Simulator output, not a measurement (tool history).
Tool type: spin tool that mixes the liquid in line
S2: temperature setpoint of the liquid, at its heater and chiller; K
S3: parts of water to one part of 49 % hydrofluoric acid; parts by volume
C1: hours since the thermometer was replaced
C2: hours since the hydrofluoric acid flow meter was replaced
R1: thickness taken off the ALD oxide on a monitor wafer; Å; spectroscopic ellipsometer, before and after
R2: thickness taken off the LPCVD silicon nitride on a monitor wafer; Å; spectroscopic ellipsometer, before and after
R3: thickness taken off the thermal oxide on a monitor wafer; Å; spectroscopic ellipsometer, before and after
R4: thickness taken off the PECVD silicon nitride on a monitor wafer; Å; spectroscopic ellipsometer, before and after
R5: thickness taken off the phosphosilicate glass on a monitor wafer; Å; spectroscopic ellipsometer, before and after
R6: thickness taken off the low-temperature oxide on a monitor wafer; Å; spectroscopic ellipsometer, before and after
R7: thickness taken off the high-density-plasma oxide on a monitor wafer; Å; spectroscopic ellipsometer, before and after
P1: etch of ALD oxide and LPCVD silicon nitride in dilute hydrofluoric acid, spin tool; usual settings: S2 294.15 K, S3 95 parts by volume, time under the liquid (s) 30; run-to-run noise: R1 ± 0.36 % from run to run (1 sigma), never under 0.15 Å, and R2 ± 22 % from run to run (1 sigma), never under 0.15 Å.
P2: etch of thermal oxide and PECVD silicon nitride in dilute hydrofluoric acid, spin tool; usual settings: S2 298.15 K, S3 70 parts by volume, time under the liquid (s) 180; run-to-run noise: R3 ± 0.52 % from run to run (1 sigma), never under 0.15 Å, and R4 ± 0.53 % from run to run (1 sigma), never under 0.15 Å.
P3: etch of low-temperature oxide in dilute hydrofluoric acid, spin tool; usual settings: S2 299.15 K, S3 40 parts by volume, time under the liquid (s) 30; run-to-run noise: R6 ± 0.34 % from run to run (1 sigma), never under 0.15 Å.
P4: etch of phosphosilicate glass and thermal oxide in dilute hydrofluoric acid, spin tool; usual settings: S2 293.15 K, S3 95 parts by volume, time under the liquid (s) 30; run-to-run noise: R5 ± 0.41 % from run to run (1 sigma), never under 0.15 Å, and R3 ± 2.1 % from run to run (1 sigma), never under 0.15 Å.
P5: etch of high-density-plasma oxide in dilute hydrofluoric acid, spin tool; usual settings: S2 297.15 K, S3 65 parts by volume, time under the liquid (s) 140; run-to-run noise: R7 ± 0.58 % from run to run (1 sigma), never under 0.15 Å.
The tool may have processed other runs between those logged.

run 1 day=0.579 | process_that_ran=P1 S2=294.15 S3=95 time_under_the_liquid_(s)=30 | C1=478 C2=961.5 | R1=85.164 R2=1.0309
run 2 day=1.042 | process_that_ran=P2 S2=298.15 S3=70 time_under_the_liquid_(s)=180 | C1=489.1 C2=972.6 | R3=124.12 R4=82.824
run 3 day=1.5 | process_that_ran=P4 S2=293.15 S3=95 time_under_the_liquid_(s)=30 | C1=500.1 C2=983.6 | R3=13.476 R5=405.11
run 4 day=2.246 | process_that_ran=P1 S2=294.15 S3=95 time_under_the_liquid_(s)=55 | C1=518 C2=1001.5 | R1=156.71 R2=2.1025
run 5 day=2.592 | process_that_ran=P3 S2=299.15 S3=40 time_under_the_liquid_(s)=15 | C1=526.3 C2=1009.8 | R6=99.559
run 6 day=3.062 | process_that_ran=P1 S2=294.15 S3=95 time_under_the_liquid_(s)=30 | C1=537.6 C2=1021.1 | R1=85.648 R2=0.82759
run 7 day=3.571 | process_that_ran=P5 S2=297.15 S3=65 time_under_the_liquid_(s)=205 | C1=549.8 C2=1033.3 | R7=245.34
run 8 day=4.254 | process_that_ran=P1 S2=294.15 S3=95 time_under_the_liquid_(s)=30 | C1=566.2 C2=1049.7 | R1=84.81 R2=0.89555
run 9 day=4.754 | process_that_ran=P1 S2=294.15 S3=95 time_under_the_liquid_(s)=15 | C1=578.2 C2=1061.7 | R1=42.706 R2=0.45891
run 10 day=5.204 | process_that_ran=P1 S2=294.15 S3=180 time_under_the_liquid_(s)=30 | C1=589 C2=1072.5 | R1=41.203 R2=0.42581
run 11 day=5.671 | process_that_ran=P4 S2=293.15 S3=95 time_under_the_liquid_(s)=30 | C1=600.2 C2=1083.7 | R3=12.931 R5=402.21
run 12 day=6.179 | process_that_ran=P3 S2=299.15 S3=20 time_under_the_liquid_(s)=30 | C1=612.4 C2=1095.9 | R6=407.36
run 13 day=6.717 | process_that_ran=P3 S2=299.15 S3=40 time_under_the_liquid_(s)=30 | C1=625.3 C2=1108.8 | R6=198.29
run 14 day=7.192 | process_that_ran=P1 S2=290.15 S3=95 time_under_the_liquid_(s)=30 | C1=636.7 C2=1120.2 | R1=72.209 R2=0.78634
run 15 day=7.796 | process_that_ran=P1 S2=294.15 S3=95 time_under_the_liquid_(s)=30 | C1=651.2 C2=1134.7 | R1=85.493 R2=1.0397
run 16 day=8.125 | process_that_ran=P2 S2=298.15 S3=70 time_under_the_liquid_(s)=260 | C1=659.1 C2=1142.6 | R3=177.83 R4=120.1
run 17 day=8.812 | process_that_ran=P3 S2=299.15 S3=40 time_under_the_liquid_(s)=30 | C1=675.6 C2=1159.1 | R6=198.81
run 18 day=9.175 | process_that_ran=P2 S2=298.15 S3=25 time_under_the_liquid_(s)=180 | C1=684.3 C2=1167.8 | R3=365.04 R4=230.43
run 19 day=9.746 | process_that_ran=P2 S2=298.15 S3=70 time_under_the_liquid_(s)=180 | C1=698 C2=1181.5 | R3=122.6 R4=83.682
run 20 day=10.458 | process_that_ran=P1 S2=299.65 S3=95 time_under_the_liquid_(s)=15 | C1=715.1 C2=1198.6 | R1=52.917 R2=0.87918
run 21 day=10.921 | process_that_ran=P1 S2=294.15 S3=95 time_under_the_liquid_(s)=30 | C1=726.2 C2=1209.7 | R1=85.401 R2=1.0609
run 22 day=11.329 | process_that_ran=P1 S2=299.65 S3=95 time_under_the_liquid_(s)=30 | C1=736 C2=1219.5 | R1=105.95 R2=1.7727
run 23 day=11.783 | process_that_ran=P4 S2=293.15 S3=35 time_under_the_liquid_(s)=30 | C1=746.9 C2=1230.4 | R3=37.506 R5=1175.1
run 24 day=12.542 | process_that_ran=P1 S2=294.15 S3=30 time_under_the_liquid_(s)=30 | C1=765.1 C2=1248.6 | R1=291.99 R2=2.9331
run 25 day=12.979 | process_that_ran=P1 S2=294.15 S3=95 time_under_the_liquid_(s)=30 | C1=775.6 C2=1259.1 | R1=85.033 R2=0.70697
run 26 day=13.346 | process_that_ran=P5 S2=297.15 S3=65 time_under_the_liquid_(s)=140 | C1=784.4 C2=1267.9 | R7=165.87
run 27 day=13.925 | process_that_ran=P1 S2=290.15 S3=95 time_under_the_liquid_(s)=45 | C1=798.3 C2=1281.8 | R1=108.38 R2=1.6017
run 28 day=14.646 | process_that_ran=P1 S2=294.15 S3=95 time_under_the_liquid_(s)=30 | C1=815.6 C2=1299.1 | R1=85.138 R2=1.3319
run 29 day=15.288 | process_that_ran=P4 S2=300.15 S3=95 time_under_the_liquid_(s)=30 | C1=831 C2=1314.5 | R3=16.945 R5=531.67
run 30 day=15.625 | process_that_ran=P4 S2=293.15 S3=95 time_under_the_liquid_(s)=15 | C1=839.1 C2=1322.6 | R3=6.1438 R5=202.57
run 31 day=16.283 | process_that_ran=P3 S2=292.15 S3=40 time_under_the_liquid_(s)=30 | C1=854.9 C2=1338.4 | R6=147.57
run 32 day=16.692 | process_that_ran=P5 S2=297.15 S3=20 time_under_the_liquid_(s)=140 | C1=864.7 C2=1348.2 | R7=581.68
run 33 day=17.125 | process_that_ran=P5 S2=290.15 S3=65 time_under_the_liquid_(s)=140 | C1=875.1 C2=1358.6 | R7=125.57
run 34 day=17.854 | process_that_ran=P2 S2=302.15 S3=70 time_under_the_liquid_(s)=180 | C1=892.6 C2=1376.1 | R3=144.19 R4=109.15
run 35 day=18.45 | process_that_ran=P1 S2=294.15 S3=95 time_under_the_liquid_(s)=30 | C1=906.9 C2=1390.4 | R1=84.988 R2=1.3569
run 36 day=19.038 | process_that_ran=P1 S2=294.15 S3=95 time_under_the_liquid_(s)=30 | C1=921 C2=1404.5 | R1=82.281 R2=1.2898
run 37 day=19.721 | process_that_ran=P1 S2=294.15 S3=95 time_under_the_liquid_(s)=30 | C1=937.4 C2=1420.9 | R1=81.034 R2=1.0986
run 38 day=20.475 | process_that_ran=P1 S2=294.15 S3=95 time_under_the_liquid_(s)=30 | C1=955.5 C2=1439 | R1=79.361 R2=0.74565
run 39 day=21.117 | process_that_ran=P1 S2=294.15 S3=95 time_under_the_liquid_(s)=30 | C1=970.9 C2=1454.4 | R1=79.253 R2=0.70262
run 40 day=21.654 | process_that_ran=P1 S2=294.15 S3=95 time_under_the_liquid_(s)=30 | C1=983.8 C2=1467.3 | R1=78.212 R2=0.61184
run 41 day=22.312 | process_that_ran=P1 S2=294.15 S3=95 time_under_the_liquid_(s)=30 | C1=999.6 C2=1483.1 | R1=78.213 R2=1.518
run 42 day=22.838 | process_that_ran=P1 S2=294.15 S3=95 time_under_the_liquid_(s)=30 | C1=1012.2 C2=1495.7 | R1=77.901 R2=0.56118
run 43 day=23.388 | process_that_ran=P1 S2=294.15 S3=95 time_under_the_liquid_(s)=30 | C1=1025.4 C2=1508.9 | R1=78.022 R2=0.99721
run 44 day=24.012 | process_that_ran=P1 S2=294.15 S3=95 time_under_the_liquid_(s)=30 | C1=1040.4 C2=1523.9 | R1=77.634 R2=0.75055

Compared with where it was, what P1 gives has crept away. Each cause listed below fits the log as well as the rest, at the size given for it:
A: liquid colder than its thermometer reads (K) = 2.28
B: hydrofluoric acid flow below the setpoint (%) = 8.07
Onset of the creep was near day 18.45.

Question marks stand in for the results of the 4 check runs listed below, each run on one wafer. Under which run would the listed causes show clearly different results?
run check 1 day=24.638 | process_that_ran=P2 S2=298.15 S3=70 time_under_the_liquid_(s)=180 | R3=? R4=?
run check 2 day=24.638 | process_that_ran=P3 S2=299.15 S3=40 time_under_the_liquid_(s)=30 | R6=?
run check 3 day=24.638 | process_that_ran=P4 S2=293.15 S3=95 time_under_the_liquid_(s)=30 | R3=? R5=?
run check 4 day=24.638 | process_that_ran=P5 S2=297.15 S3=65 time_under_the_liquid_(s)=140 | R7=?

Outcome of each check run for each possible cause:
check=check_1 result=R3 if_A=112.31 if_B=112.34
check=check_1 result=R4 if_A=71.656 if_B=76.815
check=check_2 result=R6 if_A=181.09 if_B=181.98
check=check_3 result=R3 if_A=11.641 if_B=11.657
check=check_3 result=R5 if_A=366.61 if_B=367.13
check=check_4 result=R7 if_A=152.52 if_B=152.83
Distance between the nearest two causes, measured in the result of the check that separates them most: check 1 6.95 %; check 2 0.49 %; check 3 0.14 %; check 4 0.2 %
Only check 1 tells the causes apart: in the others they would give nearly the same result.

The results of check 1 are: R3 112.11 Å; R4 71.175 Å. Based on these, which of the listed causes is it?

It is A: liquid colder than its thermometer reads (K).

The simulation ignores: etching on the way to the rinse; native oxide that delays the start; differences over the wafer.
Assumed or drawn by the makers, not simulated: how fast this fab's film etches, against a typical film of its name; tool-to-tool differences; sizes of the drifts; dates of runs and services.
